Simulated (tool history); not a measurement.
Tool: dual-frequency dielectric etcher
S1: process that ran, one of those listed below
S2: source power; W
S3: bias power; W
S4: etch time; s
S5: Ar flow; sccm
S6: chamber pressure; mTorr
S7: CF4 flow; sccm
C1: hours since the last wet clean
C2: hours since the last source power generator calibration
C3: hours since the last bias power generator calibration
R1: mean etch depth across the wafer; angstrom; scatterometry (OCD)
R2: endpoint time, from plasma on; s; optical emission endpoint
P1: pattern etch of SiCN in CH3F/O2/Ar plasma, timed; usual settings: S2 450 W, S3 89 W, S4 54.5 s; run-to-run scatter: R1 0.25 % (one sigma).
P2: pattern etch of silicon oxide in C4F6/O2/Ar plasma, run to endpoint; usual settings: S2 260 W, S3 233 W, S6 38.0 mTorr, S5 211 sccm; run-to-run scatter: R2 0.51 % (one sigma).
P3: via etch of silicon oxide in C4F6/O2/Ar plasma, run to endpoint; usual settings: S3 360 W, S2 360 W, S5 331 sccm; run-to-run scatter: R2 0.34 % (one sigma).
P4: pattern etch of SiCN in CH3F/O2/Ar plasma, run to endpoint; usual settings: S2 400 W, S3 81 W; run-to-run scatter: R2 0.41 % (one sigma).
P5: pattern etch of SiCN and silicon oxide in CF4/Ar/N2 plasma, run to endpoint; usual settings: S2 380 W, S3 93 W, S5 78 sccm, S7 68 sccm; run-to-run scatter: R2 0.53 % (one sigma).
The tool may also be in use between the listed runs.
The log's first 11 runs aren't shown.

run 12 day=4.483 | S1=P3 S2=360 S3=467 S5=331 | C1=242.6 C2=1485.9 C3=1416.8 | R2=27.6780
run 13 day=4.988 | S1=P3 S2=360 S3=360 S5=419 | C1=254.7 C2=1498.0 C3=1428.9 | R2=31.2280
run 14 day=5.479 | S1=P1 S2=450 S3=89 S4=54.5 | C1=266.5 C2=1509.8 C3=1440.7 | R1=234.87
run 15 day=5.979 | S1=P1 S2=450 S3=66 S4=54.5 | C1=278.5 C2=1521.8 C3=1452.7 | R1=212.26
run 16 day=6.342 | S1=P2 S2=180 S3=233 S5=211 S6=38.0 | C1=287.2 C2=1530.5 C3=1461.4 | R2=11.2060
run 17 day=6.633 | S1=P5 S2=380 S3=93 S5=98 S7=68 | C1=294.2 C2=1537.5 C3=1468.4 | R2=16.7330
run 18 day=7.162 | S1=P4 S2=330 S3=81 | C1=306.9 C2=1550.2 C3=1481.1 | R2=27.0990
run 19 day=7.638 | S1=P5 S2=380 S3=93 S5=78 S7=81 | C1=318.3 C2=1561.6 C3=1492.5 | R2=15.8520
run 20 day=8.075 | S1=P1 S2=450 S3=105 S4=54.5 | C1=328.8 C2=1572.1 C3=1503.0 | R1=249.72
run 21 day=8.608 | S1=P1 S2=380 S3=89 S4=66.5 | C1=341.6 C2=1584.9 C3=1515.8 | R1=267.62
run 22 day=9.012 | S1=P1 S2=450 S3=89 S4=81.5 | C1=351.3 C2=1594.6 C3=1525.5 | R1=350.12
run 23 day=9.550 | S1=P3 S2=360 S3=360 S5=331 | C1=364.2 C2=1607.5 C3=1538.4 | R2=30.2340
run 24 day=10.075 | S1=P4 S2=400 S3=81 | C1=376.8 C2=1620.1 C3=1551.0 | R2=25.2580
run 25 day=10.475 | S1=P5 S2=270 S3=93 S5=78 S7=68 | C1=386.4 C2=1629.7 C3=1560.6 | R2=21.9400
run 26 day=10.921 | S1=P5 S2=380 S3=115 S5=78 S7=68 | C1=397.1 C2=1640.4 C3=1571.3 | R2=14.8940
run 27 day=11.262 | S1=P3 S2=430 S3=360 S5=331 | C1=405.3 C2=1648.6 C3=1579.5 | R2=28.3160
run 28 day=11.529 | S1=P2 S2=260 S3=233 S5=277 S6=38.0 | C1=411.7 C2=1655.0 C3=1585.9 | R2=10.0110
run 29 day=11.817 | S1=P5 S2=380 S3=93 S5=78 S7=68 | C1=418.6 C2=1661.9 C3=1592.8 | R2=16.1930
run 30 day=12.125 | S1=P1 S2=450 S3=89 S4=54.5 | C1=426.0 C2=1669.3 C3=1600.2 | R1=234.80
run 31 day=12.567 | S1=P4 S2=400 S3=99 | C1=436.6 C2=1679.9 C3=1610.8 | R2=23.4840
run 32 day=12.888 | S1=P1 S2=450 S3=89 S4=54.5 | C1=444.3 C2=1687.6 C3=1618.5 | R1=235.30
run 33 day=13.271 | S1=P1 S2=450 S3=89 S4=54.5 | C1=453.5 C2=1696.8 C3=1627.7 | R1=233.27
run 34 day=13.796 | S1=P1 S2=450 S3=89 S4=54.5 | C1=466.1 C2=1709.4 C3=1640.3 | R1=231.99

Run 35 comes next. What will it give?
run 35 day=14.279 | S1=P1 S2=450 S3=89 S4=54.5 | C1=477.7 C2=1721.0 C3=1651.9 | R1=?

R1: 231.64 angstrom
